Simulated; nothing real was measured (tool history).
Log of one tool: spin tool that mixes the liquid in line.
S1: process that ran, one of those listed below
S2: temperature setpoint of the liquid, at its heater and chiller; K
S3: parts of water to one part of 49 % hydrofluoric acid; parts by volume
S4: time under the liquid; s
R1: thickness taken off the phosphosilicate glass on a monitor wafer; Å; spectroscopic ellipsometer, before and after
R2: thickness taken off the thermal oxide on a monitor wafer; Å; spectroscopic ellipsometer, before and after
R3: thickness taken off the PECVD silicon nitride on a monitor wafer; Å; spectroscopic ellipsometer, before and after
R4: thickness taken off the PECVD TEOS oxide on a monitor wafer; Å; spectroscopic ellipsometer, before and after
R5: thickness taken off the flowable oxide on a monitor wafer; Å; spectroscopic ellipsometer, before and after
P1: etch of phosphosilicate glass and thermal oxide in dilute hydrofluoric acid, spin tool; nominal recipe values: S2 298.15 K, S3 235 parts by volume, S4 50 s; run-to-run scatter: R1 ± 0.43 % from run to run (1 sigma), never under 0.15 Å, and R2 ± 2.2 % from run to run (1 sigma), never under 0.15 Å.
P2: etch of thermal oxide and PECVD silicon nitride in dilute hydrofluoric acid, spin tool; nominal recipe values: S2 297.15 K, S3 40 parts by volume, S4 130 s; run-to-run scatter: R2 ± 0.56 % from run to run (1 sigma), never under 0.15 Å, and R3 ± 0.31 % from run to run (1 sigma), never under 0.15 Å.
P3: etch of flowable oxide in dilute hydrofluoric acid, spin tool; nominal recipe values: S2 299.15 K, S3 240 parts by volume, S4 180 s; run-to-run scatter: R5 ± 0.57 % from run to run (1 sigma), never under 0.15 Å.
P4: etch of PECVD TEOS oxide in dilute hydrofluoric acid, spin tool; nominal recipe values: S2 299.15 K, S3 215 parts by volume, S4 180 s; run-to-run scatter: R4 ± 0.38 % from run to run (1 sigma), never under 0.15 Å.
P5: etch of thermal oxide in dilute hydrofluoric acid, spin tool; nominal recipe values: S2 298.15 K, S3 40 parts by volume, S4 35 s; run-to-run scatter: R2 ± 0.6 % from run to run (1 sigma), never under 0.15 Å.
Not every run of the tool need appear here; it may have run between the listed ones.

| run | day | S1 | S2 | S3 | S4 | R1 | R2 | R3 | R4 | R5 |
|---|---|---|---|---|---|---|---|---|---|---|
| 1 | 0.279 | P1 | 298.15 | 235 | 50 | 113.830 | 9.6120 |  |  |  |
| 2 | 0.667 | P2 | 291.65 | 40 | 130 |  | 128.5900 | 87.167 |  |  |
| 3 | 0.883 | P1 | 302.15 | 115 | 50 | 313.440 | 25.2000 |  |  |  |
| 4 | 1.138 | P4 | 299.15 | 40 | 180 |  |  |  | 507.420 |  |
| 5 | 1.375 | P3 | 299.15 | 240 | 180 |  |  |  |  | 179.76 |
| 6 | 1.725 | P5 | 298.15 | 40 | 15 |  | 20.5310 |  |  |  |
| 7 | 2.112 | P1 | 305.15 | 235 | 50 | 145.540 | 12.0630 |  |  |  |
| 8 | 2.492 | P4 | 294.15 | 215 | 180 |  |  |  | 62.857 |  |
|  | 2.654 | hydrofluoric acid flow meter replaced |
| 9 | 2.917 | P1 | 298.15 | 80 | 50 | 408.330 | 32.3600 |  |  |  |
| 10 | 3.383 | P3 | 299.15 | 240 | 345 |  |  |  |  | 344.75 |
| 11 | 3.817 | P4 | 299.15 | 215 | 335 |  |  |  | 141.270 |  |
| 12 | 4.300 | P1 | 298.15 | 360 | 50 | 66.017 | 4.9736 |  |  |  |
| 13 | 4.658 | P1 | 298.15 | 235 | 50 | 115.690 | 9.0418 |  |  |  |
| 14 | 5.104 | P5 | 298.15 | 40 | 35 |  | 48.3380 |  |  |  |
| 15 | 5.542 | P1 | 298.15 | 235 | 50 | 114.930 | 9.6074 |  |  |  |
| 16 | 5.771 | P2 | 297.15 | 20 | 130 |  | 337.5900 | 248.210 |  |  |
| 17 | 6.088 | P3 | 302.65 | 240 | 180 |  |  |  |  | 203.46 |
| 18 | 6.562 | P1 | 293.15 | 235 | 50 | 96.066 | 7.7583 |  |  |  |
| 19 | 7.008 | P3 | 299.15 | 240 | 180 |  |  |  |  | 179.81 |
| 20 | 7.283 | P1 | 298.15 | 235 | 95 | 220.180 | 18.2260 |  |  |  |
| 21 | 7.712 | P5 | 293.65 | 40 | 35 |  | 39.8460 |  |  |  |
| 22 | 8.129 | P4 | 299.15 | 215 | 180 |  |  |  | 76.440 |  |
| 23 | 8.458 | P1 | 298.15 | 235 | 50 | 113.870 | 9.6691 |  |  |  |
| 24 | 8.796 | P1 | 298.15 | 235 | 15 | 34.414 | 2.7585 |  |  |  |
| 25 | 9.008 | P5 | 298.15 | 40 | 35 |  | 48.1540 |  |  |  |
| 26 | 9.483 | P5 | 298.15 | 20 | 35 |  | 99.4500 |  |  |  |
| 27 | 9.796 | P2 | 297.15 | 40 | 130 |  | 163.6000 | 127.470 |  |  |
| 28 | 10.071 | P2 | 297.15 | 40 | 15 |  | 18.9250 | 14.807 |  |  |
| 29 | 10.458 | P2 | 297.15 | 40 | 130 |  | 162.4600 | 127.870 |  |  |
| 30 | 10.942 | P3 | 299.15 | 150 | 180 |  |  |  |  | 318.62 |
| 31 | 11.392 | P1 | 298.15 | 235 | 50 | 116.210 | 9.5258 |  |  |  |
| 32 | 11.754 | P1 | 298.15 | 235 | 50 | 112.380 | 8.5853 |  |  |  |
| 33 | 12.125 | P1 | 298.15 | 235 | 50 | 110.870 | 8.8930 |  |  |  |
| 34 | 12.433 | P1 | 298.15 | 235 | 50 | 111.520 | 8.7322 |  |  |  |
| 35 | 12.654 | P1 | 298.15 | 235 | 50 | 109.550 | 8.5668 |  |  |  |
| 36 | 12.958 | P1 | 298.15 | 235 | 50 | 109.020 | 8.7387 |  |  |  |
| 37 | 13.346 | P1 | 298.15 | 235 | 50 | 109.220 | 9.1094 |  |  |  |
| 38 | 13.738 | P1 | 298.15 | 235 | 50 | 109.050 | 8.9785 |  |  |  |

The output of P1 has drifted from where it used to be. Each of the 2 causes below, taken at the size shown beside it, accounts for the log equally well:
A: hydrofluoric acid flow below the setpoint (%) = 4.01
B: liquid colder than its thermometer reads (K) = 1.43
The drift started at roughly day 11.392.

4 check runs are offered, each on 2 wafers whose results are averaged, their results left as question marks. Which one tells the causes apart?
| check 1 | 14.129 | P3 | 302.65 | 240 | 180 |  |  |  |  | ? |
| check 2 | 14.129 | P2 | 297.15 | 40 | 15 |  | ? | ? |  |  |
| check 3 | 14.129 | P4 | 299.15 | 215 | 325 |  |  |  | ? |  |
| check 4 | 14.129 | P5 | 298.15 | 40 | 15 |  | ? |  |  |  |

Expected result of each check under each candidate cause:
| check | result | if A | if B |
|---|---|---|---|
| check 1 | R5 | 192.66 | 193.39 |
| check 2 | R2 | 18.0280 | 17.7330 |
| check 2 | R3 | 14.122 | 13.332 |
| check 3 | R4 | 130.310 | 130.210 |
| check 4 | R2 | 19.9200 | 19.6030 |
Minimum pairwise separation of causes per check, each pair taken at its best-separating result: check 1 0.38 %; check 2 5.76 %; check 3 0.08 %; check 4 1.6 %
Only in check 2 would the causes give clearly different results; in the remaining checks their results would be nearly the same.

Check 2 was carried out, with these results: R2 17.7290 Å; R3 13.406 Å. Which of the listed causes is responsible?

The cause is B: liquid colder than its thermometer reads (K).
